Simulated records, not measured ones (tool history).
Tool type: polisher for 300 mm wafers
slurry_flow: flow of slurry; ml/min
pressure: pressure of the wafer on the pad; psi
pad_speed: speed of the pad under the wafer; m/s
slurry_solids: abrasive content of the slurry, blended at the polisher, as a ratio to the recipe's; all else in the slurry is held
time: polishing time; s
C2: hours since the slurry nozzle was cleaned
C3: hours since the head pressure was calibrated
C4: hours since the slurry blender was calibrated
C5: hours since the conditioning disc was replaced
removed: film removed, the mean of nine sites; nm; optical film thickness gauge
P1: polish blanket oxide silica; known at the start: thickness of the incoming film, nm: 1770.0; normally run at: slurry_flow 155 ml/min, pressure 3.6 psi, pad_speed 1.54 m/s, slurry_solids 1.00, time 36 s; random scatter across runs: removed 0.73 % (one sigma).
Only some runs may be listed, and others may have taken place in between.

run 1 hour=5.2 | slurry_flow=155 pressure=3.6 pad_speed=1.54 slurry_solids=1.00 time=36 | wafers_polished_on_this_pad=189 C2=221.7 C3=235.1 C4=114.1 C5=281.4 | removed=149.600
run 2 hour=12.5 | slurry_flow=95 pressure=3.6 pad_speed=1.54 slurry_solids=1.00 time=36 | wafers_polished_on_this_pad=286 C2=229.0 C3=242.4 C4=121.4 C5=288.7 | removed=136.090
run 3 hour=16.4 | slurry_flow=155 pressure=3.6 pad_speed=1.54 slurry_solids=1.00 time=36 | wafers_polished_on_this_pad=338 C2=232.9 C3=246.3 C4=125.3 C5=292.6 | removed=149.760
run 4 hour=21.9 | slurry_flow=155 pressure=3.6 pad_speed=1.54 slurry_solids=1.00 time=36 | wafers_polished_on_this_pad=412 C2=238.4 C3=251.8 C4=130.8 C5=298.1 | removed=150.810
run 5 hour=25.7 | slurry_flow=155 pressure=3.6 pad_speed=1.54 slurry_solids=0.65 time=36 | wafers_polished_on_this_pad=462 C2=242.2 C3=255.6 C4=134.6 C5=301.9 | removed=120.460
run 6 hour=29.6 | slurry_flow=155 pressure=3.6 pad_speed=1.54 slurry_solids=1.00 time=36 | wafers_polished_on_this_pad=514 C2=246.1 C3=259.5 C4=138.5 C5=305.8 | removed=149.590
run 7 hour=35.3 | slurry_flow=155 pressure=5.6 pad_speed=1.54 slurry_solids=1.00 time=36 | wafers_polished_on_this_pad=590 C2=251.8 C3=265.2 C4=144.2 C5=311.5 | removed=233.360
run 8 hour=40.3 | slurry_flow=155 pressure=3.6 pad_speed=1.54 slurry_solids=1.25 time=36 | wafers_polished_on_this_pad=657 C2=256.8 C3=270.2 C4=149.2 C5=316.5 | removed=163.890
run 9 hour=44.7 | slurry_flow=155 pressure=1.6 pad_speed=1.54 slurry_solids=1.00 time=36 | wafers_polished_on_this_pad=715 C2=261.2 C3=274.6 C4=153.6 C5=320.9 | removed=66.421
run 10 hour=49.0 | slurry_flow=155 pressure=3.6 pad_speed=1.54 slurry_solids=1.00 time=36 | wafers_polished_on_this_pad=773 C2=265.5 C3=278.9 C4=157.9 C5=325.2 | removed=150.220
run 11 hour=52.4 | slurry_flow=155 pressure=3.6 pad_speed=1.54 slurry_solids=1.00 time=16 | wafers_polished_on_this_pad=818 C2=268.9 C3=282.3 C4=161.3 C5=328.6 | removed=66.518
run 12 hour=56.3 | slurry_flow=155 pressure=3.6 pad_speed=1.54 slurry_solids=1.00 time=56 | wafers_polished_on_this_pad=870 C2=272.8 C3=286.2 C4=165.2 C5=332.5 | removed=231.480
run 13 hour=60.8 | slurry_flow=155 pressure=3.6 pad_speed=0.70 slurry_solids=1.00 time=36 | wafers_polished_on_this_pad=930 C2=277.3 C3=290.7 C4=169.7 C5=337.0 | removed=80.277
run 14 hour=67.4 | slurry_flow=155 pressure=3.6 pad_speed=1.54 slurry_solids=1.00 time=36 | wafers_polished_on_this_pad=1018 C2=283.9 C3=297.3 C4=176.3 C5=343.6 | removed=151.920
run 15 hour=73.3 | slurry_flow=155 pressure=3.6 pad_speed=2.10 slurry_solids=0.55 time=36 | wafers_polished_on_this_pad=1096 C2=289.8 C3=303.2 C4=182.2 C5=349.5 | removed=140.810
run 16 hour=77.8 | slurry_flow=210 pressure=3.6 pad_speed=1.54 slurry_solids=1.00 time=36 | wafers_polished_on_this_pad=1156 C2=294.3 C3=307.7 C4=186.7 C5=354.0 | removed=157.110
run 17 hour=81.1 | slurry_flow=155 pressure=3.6 pad_speed=2.20 slurry_solids=1.00 time=36 | wafers_polished_on_this_pad=1200 C2=297.6 C3=311.0 C4=190.0 C5=357.3 | removed=201.200
run 18 hour=85.6 | slurry_flow=155 pressure=3.6 pad_speed=1.54 slurry_solids=1.00 time=36 | wafers_polished_on_this_pad=1260 C2=302.1 C3=315.5 C4=194.5 C5=361.8 | removed=150.500
run 19 hour=91.5 | slurry_flow=155 pressure=3.6 pad_speed=1.54 slurry_solids=1.00 time=36 | wafers_polished_on_this_pad=1339 C2=308.0 C3=321.4 C4=200.4 C5=367.7 | removed=148.300
run 20 hour=97.2 | slurry_flow=155 pressure=3.6 pad_speed=1.54 slurry_solids=1.00 time=36 | wafers_polished_on_this_pad=1415 C2=313.7 C3=327.1 C4=206.1 C5=373.4 | removed=145.490
run 21 hour=100.5 | slurry_flow=155 pressure=3.6 pad_speed=1.54 slurry_solids=1.00 time=36 | wafers_polished_on_this_pad=1459 C2=317.0 C3=330.4 C4=209.4 C5=376.7 | removed=143.040
run 22 hour=106.0 | slurry_flow=155 pressure=3.6 pad_speed=1.54 slurry_solids=1.00 time=36 | wafers_polished_on_this_pad=1532 C2=322.5 C3=335.9 C4=214.9 C5=382.2 | removed=139.370
-- hour=107.5 worn pad replaced by a new one
-- hour=107.5 head pressure recalibrated
run 23 hour=112.3 | slurry_flow=155 pressure=3.6 pad_speed=1.54 slurry_solids=1.00 time=36 | wafers_polished_on_this_pad=65 C2=328.8 C3=4.8 C4=221.2 C5=388.5 | removed=140.740
run 24 hour=115.5 | slurry_flow=155 pressure=3.6 pad_speed=1.54 slurry_solids=1.00 time=36 | wafers_polished_on_this_pad=107 C2=332.0 C3=8.0 C4=224.4 C5=391.7 | removed=139.460
-- hour=116.7 conditioning disc replaced and pad reconditioned
run 25 hour=119.9 | slurry_flow=155 pressure=3.6 pad_speed=1.54 slurry_solids=1.00 time=36 | wafers_polished_on_this_pad=166 C2=336.4 C3=12.4 C4=228.8 C5=3.2 | removed=139.180
run 26 hour=126.7 | slurry_flow=155 pressure=3.6 pad_speed=1.54 slurry_solids=1.00 time=36 | wafers_polished_on_this_pad=257 C2=343.2 C3=19.2 C4=235.6 C5=10.0 | removed=138.540
run 27 hour=130.9 | slurry_flow=155 pressure=3.6 pad_speed=1.54 slurry_solids=1.00 time=36 | wafers_polished_on_this_pad=312 C2=347.4 C3=23.4 C4=239.8 C5=14.2 | removed=138.810
run 28 hour=134.4 | slurry_flow=155 pressure=3.6 pad_speed=1.54 slurry_solids=1.00 time=36 | wafers_polished_on_this_pad=359 C2=350.9 C3=26.9 C4=243.3 C5=17.7 | removed=138.260
run 29 hour=139.2 | slurry_flow=155 pressure=3.6 pad_speed=1.54 slurry_solids=1.00 time=36 | wafers_polished_on_this_pad=423 C2=355.7 C3=31.7 C4=248.1 C5=22.5 | removed=139.230

P1 has crept away from where it was. The log is fitted equally well by each of these 2 causes, at the sizes shown:
A: abrasive missing from the slurry, % = 16.2
B: slurry flow missing at the pad, % = 33.9
The process output started creeping at around hour 85.6.
Why every other cause is out:
removal rate lost through wear of the pad, %: was serviced at hour 107.5, once the creep was under way, yet the earlier output never came back
head's pressure below its setpoint, %: was serviced at hour 107.5, once the creep was under way, yet the earlier output never came back
time polished since the conditioner stopped cutting, s: was serviced at hour 116.7, once the creep was under way, yet the earlier output never came back

Consider the 4 check runs below, whose results appear as question marks and each of which averages 2 wafers. Which one distinguishes the causes, in that each cause would give it a clearly different result?
run check 1 hour=144.0 | slurry_flow=155 pressure=3.6 pad_speed=0.72 slurry_solids=1.00 time=16 | removed=?
run check 2 hour=144.0 | slurry_flow=95 pressure=3.6 pad_speed=1.54 slurry_solids=1.00 time=51 | removed=?
run check 3 hour=144.0 | slurry_flow=155 pressure=1.7 pad_speed=1.54 slurry_solids=1.00 time=24 | removed=?
run check 4 hour=144.0 | slurry_flow=155 pressure=1.6 pad_speed=1.86 slurry_solids=1.00 time=36 | removed=?

What every check run would give for each of its results, assuming each possible cause in turn:
check=check_1 result=removed if_A=33.389 if_B=33.384
check=check_2 result=removed if_A=176.310 if_B=168.490
check=check_3 result=removed if_A=43.450 if_B=43.444
check=check_4 result=removed if_A=71.342 if_B=71.333
Separation of the two closest causes in each check, using whichever result separates them best: check 1 0.01 %; check 2 4.54 %; check 3 0.01 %; check 4 0.01 %
Only in check 2 would the causes give clearly different results; in the remaining checks their results would be nearly the same.

Running check 2 produced the following: removed 167.580 nm. Which one of the listed causes fits?

Of the candidate causes, it is B: slurry flow missing at the pad, %.
